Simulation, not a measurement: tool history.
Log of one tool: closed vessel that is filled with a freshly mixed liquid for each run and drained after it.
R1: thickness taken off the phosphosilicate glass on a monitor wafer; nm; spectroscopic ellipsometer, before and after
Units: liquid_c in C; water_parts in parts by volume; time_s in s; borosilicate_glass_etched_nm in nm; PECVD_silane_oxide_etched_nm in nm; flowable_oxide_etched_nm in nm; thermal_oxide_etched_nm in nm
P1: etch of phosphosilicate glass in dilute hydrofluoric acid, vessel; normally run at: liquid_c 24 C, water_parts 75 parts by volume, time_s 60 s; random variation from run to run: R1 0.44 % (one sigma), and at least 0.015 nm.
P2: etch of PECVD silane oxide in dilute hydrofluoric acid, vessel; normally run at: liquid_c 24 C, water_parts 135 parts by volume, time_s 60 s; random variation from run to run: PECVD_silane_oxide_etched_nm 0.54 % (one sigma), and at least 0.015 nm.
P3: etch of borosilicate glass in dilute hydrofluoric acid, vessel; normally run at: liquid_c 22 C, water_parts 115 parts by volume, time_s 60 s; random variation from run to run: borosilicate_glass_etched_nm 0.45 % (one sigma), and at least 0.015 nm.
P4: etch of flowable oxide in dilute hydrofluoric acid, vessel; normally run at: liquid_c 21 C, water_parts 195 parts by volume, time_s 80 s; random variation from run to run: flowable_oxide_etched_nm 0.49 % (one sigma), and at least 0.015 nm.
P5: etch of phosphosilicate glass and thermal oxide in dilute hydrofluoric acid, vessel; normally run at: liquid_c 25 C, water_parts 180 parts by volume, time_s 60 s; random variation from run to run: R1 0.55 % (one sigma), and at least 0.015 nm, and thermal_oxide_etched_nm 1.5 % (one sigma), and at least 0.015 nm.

Run 1, hour 12: process P1, liquid_c 24 C, water_parts 75 parts by volume, time_s 60 s. Result: R1 168.33 nm.
Run 2, hour 21: process P3, liquid_c 22 C, water_parts 45 parts by volume, time_s 60 s. Result: borosilicate_glass_etched_nm 26.977 nm.
Run 3, hour 33.6: process P3, liquid_c 30 C, water_parts 115 parts by volume, time_s 60 s. Result: borosilicate_glass_etched_nm 13.088 nm.
Run 4, hour 41.5: process P1, liquid_c 24 C, water_parts 105 parts by volume, time_s 60 s. Result: R1 115.19 nm.
Run 5, hour 51.9: process P1, liquid_c 24 C, water_parts 75 parts by volume, time_s 100 s. Result: R1 281.01 nm.
Run 6, hour 64.7: process P2, liquid_c 17 C, water_parts 135 parts by volume, time_s 60 s. Result: PECVD_silane_oxide_etched_nm 9.865 nm.
Run 7, hour 75.6: process P4, liquid_c 21 C, water_parts 345 parts by volume, time_s 80 s. Result: flowable_oxide_etched_nm 7.0681 nm.
Run 8, hour 89.8: process P5, liquid_c 25 C, water_parts 180 parts by volume, time_s 60 s. Result: R1 22.164 nm, thermal_oxide_etched_nm 1.4404 nm.
Run 9, hour 97.2: process P3, liquid_c 22 C, water_parts 115 parts by volume, time_s 60 s. Result: borosilicate_glass_etched_nm 9.5981 nm.
Run 10, hour 107.9: process P5, liquid_c 25 C, water_parts 105 parts by volume, time_s 60 s. Result: R1 41.104 nm, thermal_oxide_etched_nm 2.6091 nm.
Run 11, hour 115: process P4, liquid_c 29.5 C, water_parts 195 parts by volume, time_s 80 s. Result: flowable_oxide_etched_nm 19.548 nm.
Run 12, hour 125.4: process P4, liquid_c 21 C, water_parts 195 parts by volume, time_s 145 s. Result: flowable_oxide_etched_nm 26.218 nm.
Run 13, hour 133.5: process P4, liquid_c 21 C, water_parts 195 parts by volume, time_s 80 s. Result: flowable_oxide_etched_nm 14.451 nm.
Run 14, hour 147.2: process P1, liquid_c 17 C, water_parts 75 parts by volume, time_s 90 s. Result: R1 188.53 nm.
Run 15, hour 159.3: process P1, liquid_c 24 C, water_parts 75 parts by volume, time_s 60 s. Result: R1 168.25 nm.
Run 16, hour 173.1: process P5, liquid_c 17.5 C, water_parts 180 parts by volume, time_s 60 s. Result: R1 16.445 nm, thermal_oxide_etched_nm 1.0568 nm.
Run 17, hour 184.1: process P1, liquid_c 32 C, water_parts 115 parts by volume, time_s 60 s. Result: R1 140.64 nm.
Run 18, hour 194.4: process P2, liquid_c 24 C, water_parts 185 parts by volume, time_s 60 s. Result: PECVD_silane_oxide_etched_nm 9.0296 nm.
Run 19, hour 204.4: process P1, liquid_c 24 C, water_parts 75 parts by volume, time_s 60 s. Result: R1 168.57 nm.
Run 20, hour 211.6: process P1, liquid_c 24 C, water_parts 25 parts by volume, time_s 60 s. Result: R1 541.25 nm.
Run 21, hour 225.1: process P3, liquid_c 22 C, water_parts 115 parts by volume, time_s 30 s. Result: borosilicate_glass_etched_nm 4.7885 nm.
Run 22, hour 237: process P1, liquid_c 24 C, water_parts 75 parts by volume, time_s 60 s. Result: R1 166.83 nm.
At hour 238.5: hydrofluoric acid flow meter replaced.
Run 23, hour 251: process P1, liquid_c 24 C, water_parts 75 parts by volume, time_s 60 s. Result: R1 168.56 nm.
Run 24, hour 258.1: process P2, liquid_c 24 C, water_parts 135 parts by volume, time_s 60 s. Result: PECVD_silane_oxide_etched_nm 13.133 nm.
Run 25, hour 266.1: process P5, liquid_c 25 C, water_parts 180 parts by volume, time_s 30 s. Result: R1 11.012 nm, thermal_oxide_etched_nm 0.7264 nm.
Run 26, hour 280.2: process P1, liquid_c 31 C, water_parts 75 parts by volume, time_s 110 s. Result: R1 407.67 nm.
Run 27, hour 293.4: process P5, liquid_c 25 C, water_parts 180 parts by volume, time_s 60 s. Result: R1 22.138 nm, thermal_oxide_etched_nm 1.4542 nm.
Run 28, hour 303.5: process P1, liquid_c 24 C, water_parts 75 parts by volume, time_s 30 s. Result: R1 83.667 nm.
Run 29, hour 315.6: process P1, liquid_c 24 C, water_parts 75 parts by volume, time_s 60 s. Result: R1 168.53 nm.
Run 30, hour 329.2: process P4, liquid_c 21 C, water_parts 195 parts by volume, time_s 80 s. Result: flowable_oxide_etched_nm 14.369 nm.
Run 31, hour 342.6: process P2, liquid_c 24 C, water_parts 135 parts by volume, time_s 95 s. Result: PECVD_silane_oxide_etched_nm 20.869 nm.
Run 32, hour 351.1: process P1, liquid_c 17.5 C, water_parts 75 parts by volume, time_s 60 s. Result: R1 129.56 nm.
Run 33, hour 360.9: process P3, liquid_c 22 C, water_parts 115 parts by volume, time_s 60 s. Result: borosilicate_glass_etched_nm 9.5653 nm.
Run 34, hour 371.5: process P1, liquid_c 30 C, water_parts 75 parts by volume, time_s 60 s. Result: R1 211.34 nm.
Run 35, hour 380.7: process P1, liquid_c 24 C, water_parts 75 parts by volume, time_s 60 s. Result: R1 169.09 nm.
Run 36, hour 391.6: process P1, liquid_c 24 C, water_parts 75 parts by volume, time_s 60 s. Result: R1 161.16 nm.
Run 37, hour 399.7: process P1, liquid_c 24 C, water_parts 75 parts by volume, time_s 60 s. Result: R1 158.08 nm.
Run 38, hour 409.7: process P1, liquid_c 24 C, water_parts 75 parts by volume, time_s 60 s. Result: R1 155.92 nm.
Run 39, hour 423.4: process P1, liquid_c 24 C, water_parts 75 parts by volume, time_s 60 s. Result: R1 154.29 nm.
Run 40, hour 436.3: process P1, liquid_c 24 C, water_parts 75 parts by volume, time_s 60 s. Result: R1 151.66 nm.
Run 41, hour 442.5: process P1, liquid_c 24 C, water_parts 75 parts by volume, time_s 60 s. Result: R1 153.65 nm.
Run 42, hour 455.5: process P1, liquid_c 24 C, water_parts 75 parts by volume, time_s 60 s. Result: R1 151.88 nm.

What P1 gives has crept away from where it was. These 2 causes fit the log equally well, each at the size given:
A: liquid colder than its thermometer reads (K) = 2.39
B: hydrofluoric acid flow below the setpoint (%) = 8.45
The creep began at about hour 380.7.

4 check runs are offered, one wafer each, their results left as question marks. Which one tells the causes apart?
Run check 1, hour 468.5: process P5, liquid_c 21 C, water_parts 125 parts by volume, time_s 60 s. Result: R1 ?, thermal_oxide_etched_nm ?.
Run check 2, hour 468.5: process P3, liquid_c 27 C, water_parts 115 parts by volume, time_s 30 s. Result: borosilicate_glass_etched_nm ?.
Run check 3, hour 468.5: process P2, liquid_c 17 C, water_parts 135 parts by volume, time_s 60 s. Result: PECVD_silane_oxide_etched_nm ?.
Run check 4, hour 468.5: process P4, liquid_c 28.5 C, water_parts 300 parts by volume, time_s 80 s. Result: flowable_oxide_etched_nm ?.

What each check would give under each cause:
  check                        result    if A    if B
check 1                            R1  26.252  26.144
check 1       thermal_oxide_etched_nm  1.7361  1.7289
check 2  borosilicate_glass_etched_nm  5.3258  5.2742
check 3  PECVD_silane_oxide_etched_nm  8.9558  8.9508
check 4      flowable_oxide_etched_nm  10.135  9.7591
How far apart the two closest causes lie, in the result that separates them most: check 1 0.41 %; check 2 0.97 %; check 3 0.06 %; check 4 3.78 %
Check 4 tells the causes apart: in the others they would give nearly the same result.

Check 4 was then run and gave: flowable_oxide_etched_nm 10.162 nm. Which cause is it?

It is A: liquid colder than its thermometer reads (K).

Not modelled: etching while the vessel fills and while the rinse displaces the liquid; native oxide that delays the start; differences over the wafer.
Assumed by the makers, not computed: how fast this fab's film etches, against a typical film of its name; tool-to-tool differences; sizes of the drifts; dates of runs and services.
